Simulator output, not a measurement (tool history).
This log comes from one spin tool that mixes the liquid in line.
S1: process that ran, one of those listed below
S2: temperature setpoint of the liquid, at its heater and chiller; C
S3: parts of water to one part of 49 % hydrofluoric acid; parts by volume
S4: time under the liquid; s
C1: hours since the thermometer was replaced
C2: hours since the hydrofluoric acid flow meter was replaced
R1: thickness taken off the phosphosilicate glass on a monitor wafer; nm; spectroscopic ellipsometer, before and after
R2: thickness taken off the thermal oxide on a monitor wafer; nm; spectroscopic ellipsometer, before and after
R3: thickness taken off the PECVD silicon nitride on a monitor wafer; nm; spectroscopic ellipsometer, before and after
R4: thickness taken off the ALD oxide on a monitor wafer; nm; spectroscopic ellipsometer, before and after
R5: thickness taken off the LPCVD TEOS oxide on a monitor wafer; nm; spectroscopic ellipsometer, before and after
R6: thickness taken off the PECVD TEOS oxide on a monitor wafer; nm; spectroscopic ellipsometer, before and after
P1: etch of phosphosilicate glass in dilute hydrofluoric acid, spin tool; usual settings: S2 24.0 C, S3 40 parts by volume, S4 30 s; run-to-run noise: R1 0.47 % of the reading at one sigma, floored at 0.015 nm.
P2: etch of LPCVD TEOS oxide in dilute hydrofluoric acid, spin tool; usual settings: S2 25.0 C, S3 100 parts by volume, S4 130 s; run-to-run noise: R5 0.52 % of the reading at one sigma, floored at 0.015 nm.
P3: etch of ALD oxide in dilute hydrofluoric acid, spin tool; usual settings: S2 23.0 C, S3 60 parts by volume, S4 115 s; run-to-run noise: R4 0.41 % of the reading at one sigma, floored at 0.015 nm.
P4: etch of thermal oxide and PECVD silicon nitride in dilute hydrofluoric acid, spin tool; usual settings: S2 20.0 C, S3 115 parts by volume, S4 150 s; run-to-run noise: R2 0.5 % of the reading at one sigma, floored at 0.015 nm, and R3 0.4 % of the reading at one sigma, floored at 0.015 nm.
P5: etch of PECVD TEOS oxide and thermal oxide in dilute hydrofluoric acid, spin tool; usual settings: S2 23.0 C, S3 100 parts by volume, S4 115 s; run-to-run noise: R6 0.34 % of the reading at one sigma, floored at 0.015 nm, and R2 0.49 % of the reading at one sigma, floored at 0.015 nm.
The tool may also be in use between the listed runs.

run   hour  S1    S2   S3   S4     C1     C2       R1       R2       R3      R4       R5       R6
  1    6.1  P1  24.0   40   30  596.7  396.8   67.406
  2   13.1  P1  24.0   40   30  603.7  403.8   67.395
  3   23.0  P1  24.0   70   30  613.6  413.7   36.682
  4   29.3  P4  20.0  115  150  619.9  420.0           5.46650  5.46270
  5   35.2  P1  17.0   40   50  625.8  425.9   82.133
  6   44.5  P3  23.0   60  115  635.1  435.2                             26.238
  7   50.8  P1  28.5   40   30  641.4  441.5   80.284
  8   60.0  P4  20.0  205  150  650.6  450.7           2.76670  3.14970
  9   69.1  P1  24.0   40   15  659.7  459.8   33.532
 10   77.0  P2  25.0  100  130  667.6  467.7                                      49.794
 11   85.0  P3  23.0   20  115  675.6  475.7                             82.926
 12   94.0  P1  24.0   60   60  684.6  484.7   87.258
 13  100.9  P2  25.0  100  215  691.5  491.6                                      83.146
 14  106.2  P4  20.0  115   25  696.8  496.9           0.90925  0.92635
 15  115.7  P5  23.0  100  115  706.3  506.4           5.29350                            17.6970
 16  121.1  P3  30.5   60  115  711.7  511.8                             35.203
 17  127.4  P1  24.0   40   30  718.0  518.1   67.417
 18  134.1  P5  23.0  100   20  724.7  524.8           0.93913                             3.0906
 19  140.6  P5  23.0  100  115  731.2  531.3           5.31160                            17.6220
 20  150.5  P2  18.5  100  130  741.1  541.2                                      38.196
 21  156.2  P1  24.0   40   50  746.8  546.9  110.580
 22  163.1  P3  23.0   60  115  753.7  553.8                             26.196
 23  171.4  P2  25.0   35  130  762.0  562.1                                     155.350
 24  181.1  P1  24.0   40   30  771.7  571.8   66.493
 25  193.1  P3  23.0   60   55  783.7  583.8                             12.561
 26  201.3  P1  24.0   40   30  791.9  592.0   67.188
 27  209.0  P4  25.0  115  150  799.6  599.7           6.63260  7.64790
 28  218.2  P4  20.0  115  150  808.8  608.9           5.36960  5.43800
 29  227.0  P1  20.5   40   30  817.6  617.7   57.756
 30  233.3  P5  18.0  100  115  823.9  624.0           4.28110                            14.2980
 31  243.1  P2  25.0  100  130  833.7  633.8                                      49.819
 32  255.0  P1  24.0   40   30  845.6  645.7   66.771
 33  265.2  P1  24.0   20   30  855.8  655.9  136.530
 34  275.7  P5  23.0  135  115  866.3  666.4           3.74100                            12.5740
 35  287.5  P1  20.5   20   30  878.1  678.2  118.860
 36  295.9  P1  24.0   40   30  886.5  686.6   66.678
 37  307.7  P1  24.0   40   30  898.3  698.4   70.593
 38  314.0  P1  24.0   40   30  904.6  704.7   71.821
 39  324.6  P1  24.0   40   30  915.2  715.3   73.154
 40  330.5  P1  24.0   40   30  921.1  721.2   72.989
 41  340.5  P1  24.0   40   30  931.1  731.2   73.969
 42  345.9  P1  24.0   40   30  936.5  736.6   74.142
 43  351.7  P1  24.0   40   30  942.3  742.4   74.101

P1 no longer gives what it gave before; its output has crept away from where it was. The following 2 causes, each at its listed size, fit the log equally well:
A: hydrofluoric acid flow above the setpoint (%) = 9.85
B: liquid hotter than its thermometer reads (K) = 2.41
Onset of the creep was near hour 295.9.

Of the 4 check runs listed below, each run on one wafer and each result written as a question mark, which would let you distinguish the listed causes because they would give clearly different results?
check 1  357.5  P4  23.0  115  150               ?   ?
check 2  357.5  P2  25.0   70  130                           ?
check 3  357.5  P3  27.5   60   70                       ?
check 4  357.5  P5  19.0  100   20               ?               ?

Predicted outcomes, by check and by cause:
  check  result     if A     if B
check 1      R2  6.78670  6.70680
check 1      R3  7.35220  7.84610
check 2      R5   82.150   81.620
check 3      R4   21.189   21.043
check 4      R2  0.86541  0.86107
check 4      R6   2.8954   2.8809
Distance between the nearest two causes, measured in the result of the check that separates them most: check 1 6.5 %; check 2 0.65 %; check 3 0.7 %; check 4 0.5 %
Only check 1 tells the causes apart: in the others they would give nearly the same result.

Check 1 has now been run. It gave: R2 6.71160 nm; R3 7.89200 nm. Which of the candidate causes is it?

Of the candidate causes, it is B: liquid hotter than its thermometer reads (K).
